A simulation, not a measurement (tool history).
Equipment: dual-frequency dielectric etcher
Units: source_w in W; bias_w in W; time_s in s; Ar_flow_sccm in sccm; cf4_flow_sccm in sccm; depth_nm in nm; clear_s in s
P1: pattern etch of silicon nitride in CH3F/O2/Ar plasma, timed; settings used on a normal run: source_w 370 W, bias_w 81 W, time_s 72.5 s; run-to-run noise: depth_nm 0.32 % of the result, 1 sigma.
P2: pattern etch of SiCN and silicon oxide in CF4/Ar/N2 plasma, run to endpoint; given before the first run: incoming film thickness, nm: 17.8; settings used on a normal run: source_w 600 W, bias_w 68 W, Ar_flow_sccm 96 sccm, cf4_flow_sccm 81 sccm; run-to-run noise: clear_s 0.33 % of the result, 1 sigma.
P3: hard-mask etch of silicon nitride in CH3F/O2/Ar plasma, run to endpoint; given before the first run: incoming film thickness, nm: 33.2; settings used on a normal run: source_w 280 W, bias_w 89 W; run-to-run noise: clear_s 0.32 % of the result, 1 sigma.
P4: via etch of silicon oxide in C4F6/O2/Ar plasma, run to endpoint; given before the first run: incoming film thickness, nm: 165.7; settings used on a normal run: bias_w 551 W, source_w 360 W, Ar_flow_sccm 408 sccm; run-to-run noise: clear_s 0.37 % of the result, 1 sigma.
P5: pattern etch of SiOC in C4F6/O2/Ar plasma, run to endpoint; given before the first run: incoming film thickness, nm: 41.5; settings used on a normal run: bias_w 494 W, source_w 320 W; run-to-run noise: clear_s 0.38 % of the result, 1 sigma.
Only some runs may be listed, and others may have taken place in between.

| run | hour | process | source_w | bias_w | time_s | Ar_flow_sccm | cf4_flow_sccm | hours since the last wet clean | hours since the last source power generator calibration | hours since the last bias power generator calibration | depth_nm | clear_s |
|---|---|---|---|---|---|---|---|---|---|---|---|---|
| 1 | 18.7 | P1 | 370 | 81 | 72.5 |  |  | 459.9 | 496.7 | 1916.4 | 52.545 |  |
| 2 | 36.8 | P1 | 370 | 81 | 72.5 |  |  | 478.0 | 514.8 | 1934.5 | 52.625 |  |
| 3 | 49.5 | P4 | 360 | 551 |  | 408 |  | 490.7 | 527.5 | 1947.2 |  | 38.466 |
| 4 | 63.4 | P2 | 600 | 68 |  | 59 | 81 | 504.6 | 541.4 | 1961.1 |  | 14.736 |
| 5 | 80.9 | P5 | 320 | 494 |  |  |  | 522.1 | 558.9 | 1978.6 |  | 15.499 |
| 6 | 91.8 | P1 | 370 | 81 | 72.5 |  |  | 533.0 | 569.8 | 1989.5 | 52.448 |  |
| 7 | 106.5 | P1 | 370 | 81 | 72.5 |  |  | 547.7 | 584.5 | 2004.2 | 52.705 |  |
| 8 | 124.4 | P2 | 360 | 68 |  | 96 | 81 | 565.6 | 602.4 | 2022.1 |  | 24.750 |
| 9 | 133.1 | P3 | 280 | 89 |  |  |  | 574.3 | 611.1 | 2030.8 |  | 51.172 |
| 10 | 145.1 | P2 | 600 | 68 |  | 96 | 50 | 586.3 | 623.1 | 2042.8 |  | 17.026 |
| 11 | 157.1 | P5 | 320 | 494 |  |  |  | 598.3 | 635.1 | 2054.8 |  | 15.460 |
| 12 | 167.9 | P1 | 280 | 81 | 72.5 |  |  | 609.1 | 645.9 | 2065.6 | 47.277 |  |
| 13 | 184.2 | P4 | 360 | 551 |  | 285 |  | 625.4 | 662.2 | 2081.9 |  | 36.841 |
| 14 | 193.5 | P3 | 280 | 118 |  |  |  | 634.7 | 671.5 | 2091.2 |  | 46.142 |
| 15 | 205.0 | P1 | 370 | 81 | 91.5 |  |  | 646.2 | 683.0 | 2102.7 | 66.386 |  |
| 16 | 217.3 | P1 | 370 | 99 | 40.0 |  |  | 658.5 | 695.3 | 2115.0 | 31.138 |  |
| 17 | 233.3 | P5 | 320 | 311 |  |  |  | 674.5 | 711.3 | 2131.0 |  | 18.322 |
| 18 | 248.3 | P1 | 370 | 102 | 72.5 |  |  | 689.5 | 726.3 | 2146.0 | 57.363 |  |
| 19 | 261.6 | P4 | 360 | 746 |  | 408 |  | 702.8 | 739.6 | 2159.3 |  | 34.166 |
| 20 | 274.1 | P4 | 510 | 551 |  | 408 |  | 715.3 | 752.1 | 2171.8 |  | 33.770 |
| 21 | 284.9 | P1 | 500 | 81 | 72.5 |  |  | 726.1 | 762.9 | 2182.6 | 58.980 |  |
| 22 | 299.0 | P3 | 170 | 89 |  |  |  | 740.2 | 777.0 | 2196.7 |  | 61.365 |
| 23 | 312.2 | P1 | 370 | 81 | 72.5 |  |  | 753.4 | 790.2 | 2209.9 | 52.757 |  |
| 24 | 321.1 | P1 | 370 | 113 | 40.0 |  |  | 762.3 | 799.1 | 2218.8 | 32.883 |  |
| 25 | 335.4 | P1 | 370 | 81 | 44.0 |  |  | 776.6 | 813.4 | 2233.1 | 31.759 |  |
| 26 | 349.8 | P1 | 370 | 81 | 72.5 |  |  | 791.0 | 827.8 | 2247.5 | 52.874 |  |
| 27 | 363.2 | P2 | 600 | 42 |  | 96 | 81 | 804.4 | 841.2 | 2260.9 |  | 18.127 |
| 28 | 378.5 | P2 | 600 | 68 |  | 96 | 81 | 819.7 | 856.5 | 2276.2 |  | 15.682 |
| 29 | 395.2 | P1 | 260 | 81 | 95.0 |  |  | 836.4 | 873.2 | 2292.9 | 60.375 |  |
| 30 | 413.0 | P1 | 370 | 63 | 72.5 |  |  | 854.2 | 891.0 | 2310.7 | 48.424 |  |
| 31 | 425.9 | P5 | 420 | 494 |  |  |  | 867.1 | 903.9 | 2323.6 |  | 13.965 |
| 32 | 442.7 | P1 | 370 | 81 | 72.5 |  |  | 883.9 | 920.7 | 2340.4 | 52.785 |  |
| 33 | 459.4 | P1 | 370 | 81 | 72.5 |  |  | 900.6 | 937.4 | 2357.1 | 52.935 |  |
| 34 | 471.2 | P1 | 370 | 81 | 72.5 |  |  | 912.4 | 949.2 | 2368.9 | 53.261 |  |
| 35 | 483.5 | P1 | 370 | 81 | 72.5 |  |  | 924.7 | 961.5 | 2381.2 | 53.338 |  |
| 36 | 493.1 | P1 | 370 | 81 | 72.5 |  |  | 934.3 | 971.1 | 2390.8 | 53.516 |  |
| 37 | 504.4 | P1 | 370 | 81 | 72.5 |  |  | 945.6 | 982.4 | 2402.1 | 53.730 |  |
| 38 | 513.8 | P1 | 370 | 81 | 72.5 |  |  | 955.0 | 991.8 | 2411.5 | 53.410 |  |
|  | 524.9 | wet clean of the chamber |
| 39 | 529.2 | P1 | 370 | 81 | 72.5 |  |  | 4.4 | 1007.2 | 2426.9 | 53.541 |  |
| 40 | 538.4 | P1 | 370 | 81 | 72.5 |  |  | 13.6 | 1016.4 | 2436.1 | 53.669 |  |
| 41 | 548.7 | P1 | 370 | 81 | 72.5 |  |  | 23.9 | 1026.7 | 2446.4 | 53.593 |  |
| 42 | 565.8 | P1 | 370 | 81 | 72.5 |  |  | 41.0 | 1043.8 | 2463.5 | 53.154 |  |

Something has made what P1 gives creep away from where it was; the 2 causes below, each at its own stated size, fit the log equally well:
A: source power that arrives over what is set, % = 4.28
B: bias power that arrives over what is set, % = 4.53
The onset of the drift is placed at about hour 442.7.
Excluded causes, each with its reason:
chamber walls in a state that raises the etch rate, %: serviced after onset, at hour 524.9, with no recovery of the prior output

Each of the 4 check runs below uses one wafer; its results are left as question marks. Which run tells the causes apart?
| check 1 | 582.9 | P5 | 410 | 335 |  |  |  |  |  |  |  | ? |
| check 2 | 582.9 | P3 | 180 | 108 |  |  |  |  |  |  |  | ? |
| check 3 | 582.9 | P4 | 470 | 551 |  | 408 |  |  |  |  |  | ? |
| check 4 | 582.9 | P2 | 490 | 49 |  | 96 | 81 |  |  |  |  | ? |

Predicted outcomes, by check and by cause:
| check | result | if A | if B |
|---|---|---|---|
| check 1 | clear_s | 16.006 | 16.009 |
| check 2 | clear_s | 55.323 | 55.212 |
| check 3 | clear_s | 34.248 | 34.204 |
| check 4 | clear_s | 20.091 | 20.587 |
Distance between the nearest two causes, measured in the result of the check that separates them most: check 1 0.02 %; check 2 0.2 %; check 3 0.13 %; check 4 2.44 %
Check 4 is the one run that separates the causes; every other check would come out nearly the same whichever cause is at work.

With check 4 done, the readings were: clear_s 20.602 s. Identify which of the listed causes applies.

Of the candidate causes, it is B: bias power that arrives over what is set, %.

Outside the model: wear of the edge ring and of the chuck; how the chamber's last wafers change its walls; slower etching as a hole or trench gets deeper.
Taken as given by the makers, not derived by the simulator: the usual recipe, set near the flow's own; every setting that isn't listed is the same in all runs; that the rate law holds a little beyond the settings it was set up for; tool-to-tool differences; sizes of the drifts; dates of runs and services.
